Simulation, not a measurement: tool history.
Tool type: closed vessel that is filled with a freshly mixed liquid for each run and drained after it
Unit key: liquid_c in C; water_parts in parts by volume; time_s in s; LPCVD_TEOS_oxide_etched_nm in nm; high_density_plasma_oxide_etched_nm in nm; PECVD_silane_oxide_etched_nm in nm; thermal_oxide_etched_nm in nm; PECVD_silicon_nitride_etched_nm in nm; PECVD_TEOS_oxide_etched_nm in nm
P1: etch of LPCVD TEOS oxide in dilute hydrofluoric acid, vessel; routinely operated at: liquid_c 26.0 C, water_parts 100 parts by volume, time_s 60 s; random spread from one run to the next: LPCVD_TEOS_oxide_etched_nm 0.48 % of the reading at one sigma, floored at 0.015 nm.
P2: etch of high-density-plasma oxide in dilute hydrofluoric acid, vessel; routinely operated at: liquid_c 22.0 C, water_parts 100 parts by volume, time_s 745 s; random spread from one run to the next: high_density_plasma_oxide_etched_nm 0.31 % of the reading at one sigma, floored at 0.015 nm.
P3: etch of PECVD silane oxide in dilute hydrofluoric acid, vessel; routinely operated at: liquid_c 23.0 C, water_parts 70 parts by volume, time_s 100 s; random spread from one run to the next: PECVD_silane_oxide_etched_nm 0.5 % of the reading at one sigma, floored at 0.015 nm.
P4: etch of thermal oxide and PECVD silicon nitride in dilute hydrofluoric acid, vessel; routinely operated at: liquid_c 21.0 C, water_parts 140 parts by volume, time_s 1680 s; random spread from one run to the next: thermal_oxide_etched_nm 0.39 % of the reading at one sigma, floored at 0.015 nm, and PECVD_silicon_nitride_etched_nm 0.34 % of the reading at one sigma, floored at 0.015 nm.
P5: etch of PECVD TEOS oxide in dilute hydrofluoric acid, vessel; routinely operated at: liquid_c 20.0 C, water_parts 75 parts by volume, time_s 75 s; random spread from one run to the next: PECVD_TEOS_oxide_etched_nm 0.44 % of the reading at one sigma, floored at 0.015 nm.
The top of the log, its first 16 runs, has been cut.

run	hour	process	liquid_c	water_parts	time_s	hours since the thermometer was replaced	hours since the hydrofluoric acid flow meter was replaced	LPCVD_TEOS_oxide_etched_nm	high_density_plasma_oxide_etched_nm	PECVD_silane_oxide_etched_nm	thermal_oxide_etched_nm	PECVD_silicon_nitride_etched_nm	PECVD_TEOS_oxide_etched_nm
17	100.7	P1	26.0	100	60	68.3	1337.0	26.479					
18	106.2	P2	22.0	100	745	73.8	1342.5		45.1870				
19	112.0	P2	17.0	100	745	79.6	1348.3		36.8680				
20	118.1	P4	21.0	140	1680	85.7	1354.4				49.964	32.052	
21	122.6	P2	22.0	100	110	90.2	1358.9		6.7304				
22	129.0	P1	30.0	100	30	96.6	1365.3	15.503					
23	134.9	P5	20.0	75	75	102.5	1371.2						7.2969
24	142.9	P3	27.0	70	100	110.5	1379.2			70.904			
25	150.0	P3	23.0	70	190	117.6	1386.3			114.550			
26	154.1	P4	21.0	245	1680	121.7	1390.4				25.590	18.565	
27	161.3	P1	20.0	100	60	128.9	1397.6	20.903					
28	167.9	P1	22.5	100	110	135.5	1404.2	42.252					
29	175.8	P5	20.0	35	75	143.4	1412.1						16.3660
30	179.9	P1	26.0	100	60	147.5	1416.2	26.668					
31	185.5	P1	26.0	100	60	153.1	1421.8	27.235					
32	193.1	P1	26.0	100	60	160.7	1429.4	27.870					
33	200.6	P1	26.0	100	60	168.2	1436.9	28.195					

What will run 34 give?
34	204.2	P1	26.0	100	60	171.8	1440.5	?					

LPCVD_TEOS_oxide_etched_nm: 28.413 nm

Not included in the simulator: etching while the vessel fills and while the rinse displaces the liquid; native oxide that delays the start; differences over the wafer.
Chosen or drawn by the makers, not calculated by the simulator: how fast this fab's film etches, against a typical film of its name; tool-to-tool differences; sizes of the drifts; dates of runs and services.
